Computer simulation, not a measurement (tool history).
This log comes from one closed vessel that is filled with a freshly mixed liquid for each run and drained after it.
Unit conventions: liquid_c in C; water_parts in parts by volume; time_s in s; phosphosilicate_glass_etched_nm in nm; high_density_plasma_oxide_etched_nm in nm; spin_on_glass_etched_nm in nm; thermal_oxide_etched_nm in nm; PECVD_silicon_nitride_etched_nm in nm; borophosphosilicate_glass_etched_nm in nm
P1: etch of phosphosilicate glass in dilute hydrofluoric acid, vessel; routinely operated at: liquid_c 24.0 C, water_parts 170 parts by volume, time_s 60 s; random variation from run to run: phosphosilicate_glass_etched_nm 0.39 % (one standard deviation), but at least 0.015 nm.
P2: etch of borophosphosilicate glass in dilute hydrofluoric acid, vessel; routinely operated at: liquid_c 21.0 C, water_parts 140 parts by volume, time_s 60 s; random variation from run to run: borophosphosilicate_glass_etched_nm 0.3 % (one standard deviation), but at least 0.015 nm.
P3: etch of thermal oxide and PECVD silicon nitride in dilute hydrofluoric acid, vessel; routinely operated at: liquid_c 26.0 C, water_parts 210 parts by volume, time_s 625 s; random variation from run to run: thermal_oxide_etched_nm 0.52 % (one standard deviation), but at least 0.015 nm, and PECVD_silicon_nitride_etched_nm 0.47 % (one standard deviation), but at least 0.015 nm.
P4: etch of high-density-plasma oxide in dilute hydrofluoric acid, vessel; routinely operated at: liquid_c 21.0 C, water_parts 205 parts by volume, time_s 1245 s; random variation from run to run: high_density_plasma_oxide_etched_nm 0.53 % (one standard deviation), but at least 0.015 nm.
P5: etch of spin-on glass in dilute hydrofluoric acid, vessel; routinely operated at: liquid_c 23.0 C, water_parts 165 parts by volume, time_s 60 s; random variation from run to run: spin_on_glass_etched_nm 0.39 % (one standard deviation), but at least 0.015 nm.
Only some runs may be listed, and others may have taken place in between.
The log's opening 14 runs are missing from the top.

run,hour,process,liquid_c,water_parts,time_s,hours since the thermometer was replaced,hours since the hydrofluoric acid flow meter was replaced,phosphosilicate_glass_etched_nm,high_density_plasma_oxide_etched_nm,spin_on_glass_etched_nm,thermal_oxide_etched_nm,PECVD_silicon_nitride_etched_nm,borophosphosilicate_glass_etched_nm
15,54.4,P1,24.0,170,60,1741.7,1270.6,19.6750,,,,,
16,58.6,P4,21.0,60,1245,1745.9,1274.8,,97.232,,,,
17,62.6,P1,24.0,170,105,1749.9,1278.8,34.4650,,,,,
18,65.5,P5,23.0,260,60,1752.8,1281.7,,,12.990,,,
19,69.9,P2,21.0,140,60,1757.2,1286.1,,,,,,10.296
20,75.1,P1,24.0,275,60,1762.4,1291.3,10.8260,,,,,
21,78.6,P1,24.0,170,60,1765.9,1294.8,19.6700,,,,,
22,83.3,P1,29.0,170,60,1770.6,1299.5,23.5560,,,,,
23,86.1,P1,18.5,170,60,1773.4,1302.3,15.8780,,,,,
24,91.4,P3,26.0,210,110,1778.7,1307.6,,,,2.4426,2.9376,
25,96.8,P1,24.0,170,30,1784.1,1313.0,9.8180,,,,,
26,99.9,P2,29.0,140,60,1787.2,1316.1,,,,,,13.938
27,103.3,P4,21.0,205,1245,1790.6,1319.5,,24.117,,,,
28,106.7,P3,26.0,80,625,1794.0,1322.9,,,,42.6260,43.8000,
29,111.0,P1,24.0,100,60,1798.3,1327.2,36.1370,,,,,
30,114.2,P2,21.0,80,60,1801.5,1330.4,,,,,,19.283
31,118.7,P4,21.0,205,1245,1806.0,1334.9,,24.374,,,,
32,121.9,P1,28.5,170,30,1809.2,1338.1,11.5300,,,,,
33,125.8,P1,24.0,170,60,1813.1,1342.0,19.5750,,,,,
34,129.2,P1,24.0,170,60,1816.5,1345.4,19.6710,,,,,
35,132.9,P1,24.0,170,60,1820.2,1349.1,19.5080,,,,,
36,135.3,P1,24.0,170,60,1822.6,1351.5,20.0350,,,,,
37,139.6,P1,24.0,170,60,1826.9,1355.8,20.5920,,,,,
38,143.8,P1,24.0,170,60,1831.1,1360.0,20.9000,,,,,

Predict the results of run 39:
39,149.1,P1,24.0,170,60,1836.4,1365.3,?,,,,,

Run 39 came out at phosphosilicate_glass_etched_nm 21.1490 nm.
